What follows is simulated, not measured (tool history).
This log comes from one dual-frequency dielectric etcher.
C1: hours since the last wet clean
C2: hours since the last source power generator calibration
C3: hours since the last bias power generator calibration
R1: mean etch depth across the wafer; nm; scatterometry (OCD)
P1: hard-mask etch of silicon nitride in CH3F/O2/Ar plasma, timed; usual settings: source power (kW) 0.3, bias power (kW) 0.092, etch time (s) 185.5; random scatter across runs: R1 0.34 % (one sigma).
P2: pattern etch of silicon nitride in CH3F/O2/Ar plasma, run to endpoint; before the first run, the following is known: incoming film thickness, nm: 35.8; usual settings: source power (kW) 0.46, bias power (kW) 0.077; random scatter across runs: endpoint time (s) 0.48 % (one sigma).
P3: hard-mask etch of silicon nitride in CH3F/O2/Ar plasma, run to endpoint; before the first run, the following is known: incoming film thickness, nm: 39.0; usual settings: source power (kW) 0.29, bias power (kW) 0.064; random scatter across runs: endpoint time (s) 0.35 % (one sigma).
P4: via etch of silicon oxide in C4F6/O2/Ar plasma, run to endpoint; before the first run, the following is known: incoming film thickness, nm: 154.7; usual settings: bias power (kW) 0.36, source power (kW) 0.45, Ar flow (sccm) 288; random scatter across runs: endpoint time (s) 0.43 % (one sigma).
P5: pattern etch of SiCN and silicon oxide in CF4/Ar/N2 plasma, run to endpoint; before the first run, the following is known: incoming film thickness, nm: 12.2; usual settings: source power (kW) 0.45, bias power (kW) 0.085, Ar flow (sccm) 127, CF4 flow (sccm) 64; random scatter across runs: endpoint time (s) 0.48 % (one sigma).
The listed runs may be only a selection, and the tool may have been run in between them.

{"run": 1, "hour": 3.3, "process that ran": "P1", "source power (kW)": 0.3, "bias power (kW)": 0.092, "etch time (s)": 185.5, "C1": 66.5, "C2": 1563, "C3": 679.2, "R1": 126.12}
{"run": 2, "hour": 6.5, "process that ran": "P3", "source power (kW)": 0.29, "bias power (kW)": 0.064, "C1": 69.7, "C2": 1566.2, "C3": 682.4, "endpoint time (s)": 68.382}
{"run": 3, "hour": 10.9, "process that ran": "P1", "source power (kW)": 0.3, "bias power (kW)": 0.092, "etch time (s)": 145, "C1": 74.1, "C2": 1570.6, "C3": 686.8, "R1": 97.632}
{"run": 4, "hour": 17.2, "process that ran": "P1", "source power (kW)": 0.3, "bias power (kW)": 0.092, "etch time (s)": 262.5, "C1": 80.4, "C2": 1576.9, "C3": 693.1, "R1": 177.32}
{"run": 5, "hour": 20.2, "process that ran": "P4", "source power (kW)": 0.45, "bias power (kW)": 0.36, "Ar flow (sccm)": 229, "C1": 83.4, "C2": 1579.9, "C3": 696.1, "endpoint time (s)": 34.704}
{"run": 6, "hour": 26.2, "process that ran": "P5", "source power (kW)": 0.45, "bias power (kW)": 0.085, "Ar flow (sccm)": 127, "CF4 flow (sccm)": 64, "C1": 89.4, "C2": 1585.9, "C3": 702.1, "endpoint time (s)": 14.227}
{"run": 7, "hour": 30.4, "process that ran": "P1", "source power (kW)": 0.3, "bias power (kW)": 0.092, "etch time (s)": 185.5, "C1": 93.6, "C2": 1590.1, "C3": 706.3, "R1": 125.1}
{"run": 8, "hour": 33.5, "process that ran": "P1", "source power (kW)": 0.39, "bias power (kW)": 0.092, "etch time (s)": 268.5, "C1": 96.7, "C2": 1593.2, "C3": 709.4, "R1": 199.91}
{"run": 9, "hour": 38.4, "process that ran": "P1", "source power (kW)": 0.43, "bias power (kW)": 0.092, "etch time (s)": 185.5, "C1": 101.6, "C2": 1598.1, "C3": 714.3, "R1": 143.65}
{"run": 10, "hour": 42.1, "process that ran": "P4", "source power (kW)": 0.45, "bias power (kW)": 0.48, "Ar flow (sccm)": 288, "C1": 105.3, "C2": 1601.8, "C3": 718, "endpoint time (s)": 32.255}
{"run": 11, "hour": 46.5, "process that ran": "P4", "source power (kW)": 0.45, "bias power (kW)": 0.36, "Ar flow (sccm)": 288, "C1": 109.7, "C2": 1606.2, "C3": 722.4, "endpoint time (s)": 35.853}
{"run": 12, "hour": 51.4, "process that ran": "P2", "source power (kW)": 0.46, "bias power (kW)": 0.077, "C1": 114.6, "C2": 1611.1, "C3": 727.3, "endpoint time (s)": 45.593}
{"hour": 54.8, "done": "source power generator calibrated"}
{"run": 13, "hour": 57.0, "process that ran": "P5", "source power (kW)": 0.3, "bias power (kW)": 0.085, "Ar flow (sccm)": 127, "CF4 flow (sccm)": 64, "C1": 120.2, "C2": 2.2, "C3": 732.9, "endpoint time (s)": 20.122}
{"run": 14, "hour": 61.1, "process that ran": "P3", "source power (kW)": 0.4, "bias power (kW)": 0.064, "C1": 124.3, "C2": 6.3, "C3": 737, "endpoint time (s)": 60.627}
{"run": 15, "hour": 66.3, "process that ran": "P1", "source power (kW)": 0.19, "bias power (kW)": 0.092, "etch time (s)": 185.5, "C1": 129.5, "C2": 11.5, "C3": 742.2, "R1": 105.83}
{"run": 16, "hour": 72.6, "process that ran": "P5", "source power (kW)": 0.45, "bias power (kW)": 0.113, "Ar flow (sccm)": 127, "CF4 flow (sccm)": 64, "C1": 135.8, "C2": 17.8, "C3": 748.5, "endpoint time (s)": 12.905}
{"run": 17, "hour": 75.8, "process that ran": "P4", "source power (kW)": 0.45, "bias power (kW)": 0.36, "Ar flow (sccm)": 288, "C1": 139, "C2": 21, "C3": 751.7, "endpoint time (s)": 35.744}
{"run": 18, "hour": 80.4, "process that ran": "P3", "source power (kW)": 0.29, "bias power (kW)": 0.087, "C1": 143.6, "C2": 25.6, "C3": 756.3, "endpoint time (s)": 61.139}
{"run": 19, "hour": 85.1, "process that ran": "P1", "source power (kW)": 0.3, "bias power (kW)": 0.118, "etch time (s)": 185.5, "C1": 148.3, "C2": 30.3, "C3": 761, "R1": 137.92}
{"run": 20, "hour": 88.1, "process that ran": "P1", "source power (kW)": 0.3, "bias power (kW)": 0.092, "etch time (s)": 185.5, "C1": 151.3, "C2": 33.3, "C3": 764, "R1": 125.17}
{"run": 21, "hour": 93.6, "process that ran": "P2", "source power (kW)": 0.46, "bias power (kW)": 0.077, "C1": 156.8, "C2": 38.8, "C3": 769.5, "endpoint time (s)": 45.214}
{"run": 22, "hour": 99.8, "process that ran": "P2", "source power (kW)": 0.35, "bias power (kW)": 0.077, "C1": 163, "C2": 45, "C3": 775.7, "endpoint time (s)": 50.812}
{"run": 23, "hour": 105.9, "process that ran": "P5", "source power (kW)": 0.45, "bias power (kW)": 0.085, "Ar flow (sccm)": 127, "CF4 flow (sccm)": 49, "C1": 169.1, "C2": 51.1, "C3": 781.8, "endpoint time (s)": 14.82}
{"run": 24, "hour": 109.0, "process that ran": "P3", "source power (kW)": 0.29, "bias power (kW)": 0.064, "C1": 172.2, "C2": 54.2, "C3": 784.9, "endpoint time (s)": 68.467}
{"run": 25, "hour": 112.8, "process that ran": "P1", "source power (kW)": 0.3, "bias power (kW)": 0.057, "etch time (s)": 185.5, "C1": 176, "C2": 58, "C3": 788.7, "R1": 106.11}
{"run": 26, "hour": 118.5, "process that ran": "P2", "source power (kW)": 0.46, "bias power (kW)": 0.104, "C1": 181.7, "C2": 63.7, "C3": 794.4, "endpoint time (s)": 40.921}
{"run": 27, "hour": 122.4, "process that ran": "P1", "source power (kW)": 0.3, "bias power (kW)": 0.063, "etch time (s)": 139, "C1": 185.6, "C2": 67.6, "C3": 798.3, "R1": 81.849}
{"run": 28, "hour": 125.6, "process that ran": "P1", "source power (kW)": 0.3, "bias power (kW)": 0.066, "etch time (s)": 131.5, "C1": 188.8, "C2": 70.8, "C3": 801.5, "R1": 78.412}
{"run": 29, "hour": 128.9, "process that ran": "P5", "source power (kW)": 0.45, "bias power (kW)": 0.085, "Ar flow (sccm)": 171, "CF4 flow (sccm)": 64, "C1": 192.1, "C2": 74.1, "C3": 804.8, "endpoint time (s)": 14.991}
{"run": 30, "hour": 132.6, "process that ran": "P1", "source power (kW)": 0.3, "bias power (kW)": 0.092, "etch time (s)": 185.5, "C1": 195.8, "C2": 77.8, "C3": 808.5, "R1": 125.83}
{"run": 31, "hour": 138.6, "process that ran": "P1", "source power (kW)": 0.3, "bias power (kW)": 0.092, "etch time (s)": 185.5, "C1": 201.8, "C2": 83.8, "C3": 814.5, "R1": 125.04}
{"run": 32, "hour": 145.1, "process that ran": "P4", "source power (kW)": 0.57, "bias power (kW)": 0.36, "Ar flow (sccm)": 288, "C1": 208.3, "C2": 90.3, "C3": 821, "endpoint time (s)": 32.664}
{"run": 33, "hour": 150.1, "process that ran": "P1", "source power (kW)": 0.3, "bias power (kW)": 0.092, "etch time (s)": 185.5, "C1": 213.3, "C2": 95.3, "C3": 826, "R1": 125.27}
{"run": 34, "hour": 153.7, "process that ran": "P1", "source power (kW)": 0.3, "bias power (kW)": 0.092, "etch time (s)": 185.5, "C1": 216.9, "C2": 98.9, "C3": 829.6, "R1": 126.16}
{"run": 35, "hour": 157.6, "process that ran": "P1", "source power (kW)": 0.3, "bias power (kW)": 0.092, "etch time (s)": 185.5, "C1": 220.8, "C2": 102.8, "C3": 833.5, "R1": 125.68}
{"run": 36, "hour": 162.3, "process that ran": "P1", "source power (kW)": 0.3, "bias power (kW)": 0.092, "etch time (s)": 185.5, "C1": 225.5, "C2": 107.5, "C3": 838.2, "R1": 127.74}
{"run": 37, "hour": 165.4, "process that ran": "P1", "source power (kW)": 0.3, "bias power (kW)": 0.092, "etch time (s)": 185.5, "C1": 228.6, "C2": 110.6, "C3": 841.3, "R1": 126.92}
{"run": 38, "hour": 168.8, "process that ran": "P1", "source power (kW)": 0.3, "bias power (kW)": 0.092, "etch time (s)": 185.5, "C1": 232, "C2": 114, "C3": 844.7, "R1": 127.9}
{"run": 39, "hour": 174.9, "process that ran": "P1", "source power (kW)": 0.3, "bias power (kW)": 0.092, "etch time (s)": 185.5, "C1": 238.1, "C2": 120.1, "C3": 850.8, "R1": 127.31}
{"run": 40, "hour": 181.4, "process that ran": "P1", "source power (kW)": 0.3, "bias power (kW)": 0.092, "etch time (s)": 185.5, "C1": 244.6, "C2": 126.6, "C3": 857.3, "R1": 127.36}
{"hour": 181.9, "done": "wet clean of the chamber"}
{"run": 41, "hour": 187.3, "process that ran": "P1", "source power (kW)": 0.3, "bias power (kW)": 0.092, "etch time (s)": 185.5, "C1": 5.5, "C2": 132.5, "C3": 863.2, "R1": 128}
{"run": 42, "hour": 191.2, "process that ran": "P1", "source power (kW)": 0.3, "bias power (kW)": 0.092, "etch time (s)": 185.5, "C1": 9.4, "C2": 136.4, "C3": 867.1, "R1": 127.36}
{"run": 43, "hour": 197.6, "process that ran": "P1", "source power (kW)": 0.3, "bias power (kW)": 0.092, "etch time (s)": 185.5, "C1": 15.8, "C2": 142.8, "C3": 873.5, "R1": 127.76}

What P1 gives has crept off from where it sat before. The 2 causes that follow fit the log equally well, each at the size noted:
A: source power that arrives over what is set, % = 4.74
B: bias power that arrives over what is set, % = 4.76
The onset of the drift is placed at about hour 150.1.
Why every other cause is out:
chamber walls in a state that raises the etch rate, %: serviced at hour 181.9, after the drift had started, without restoring the earlier output

4 check runs are offered, each on 3 wafers whose results are averaged, their results left as question marks. Which one tells the causes apart?
{"run": "check 1", "hour": 204.0, "process that ran": "P4", "source power (kW)": 0.45, "bias power (kW)": 0.36, "Ar flow (sccm)": 288, "endpoint time (s)": "?"}
{"run": "check 2", "hour": 204.0, "process that ran": "P3", "source power (kW)": 0.29, "bias power (kW)": 0.064, "endpoint time (s)": "?"}
{"run": "check 3", "hour": 204.0, "process that ran": "P2", "source power (kW)": 0.46, "bias power (kW)": 0.077, "endpoint time (s)": "?"}
{"run": "check 4", "hour": 204.0, "process that ran": "P5", "source power (kW)": 0.45, "bias power (kW)": 0.085, "Ar flow (sccm)": 127, "CF4 flow (sccm)": 64, "endpoint time (s)": "?"}

Predicted outcomes, by check and by cause:
check=check_1 result=endpoint_time_(s) if_A=35.196 if_B=35.228
check=check_2 result=endpoint_time_(s) if_A=67.191 if_B=67.298
check=check_3 result=endpoint_time_(s) if_A=44.547 if_B=44.613
check=check_4 result=endpoint_time_(s) if_A=13.645 if_B=13.966
Per-check spread between the two closest causes, in the result where they differ most: check 1 0.09 %; check 2 0.16 %; check 3 0.15 %; check 4 2.33 %
Check 4 is the one run that separates the causes; every other check would come out nearly the same whichever cause is at work.

Here is what check 4 returned: endpoint time (s) 13.937. Which cause is it?

Of the candidate causes, it is B: bias power that arrives over what is set, %.

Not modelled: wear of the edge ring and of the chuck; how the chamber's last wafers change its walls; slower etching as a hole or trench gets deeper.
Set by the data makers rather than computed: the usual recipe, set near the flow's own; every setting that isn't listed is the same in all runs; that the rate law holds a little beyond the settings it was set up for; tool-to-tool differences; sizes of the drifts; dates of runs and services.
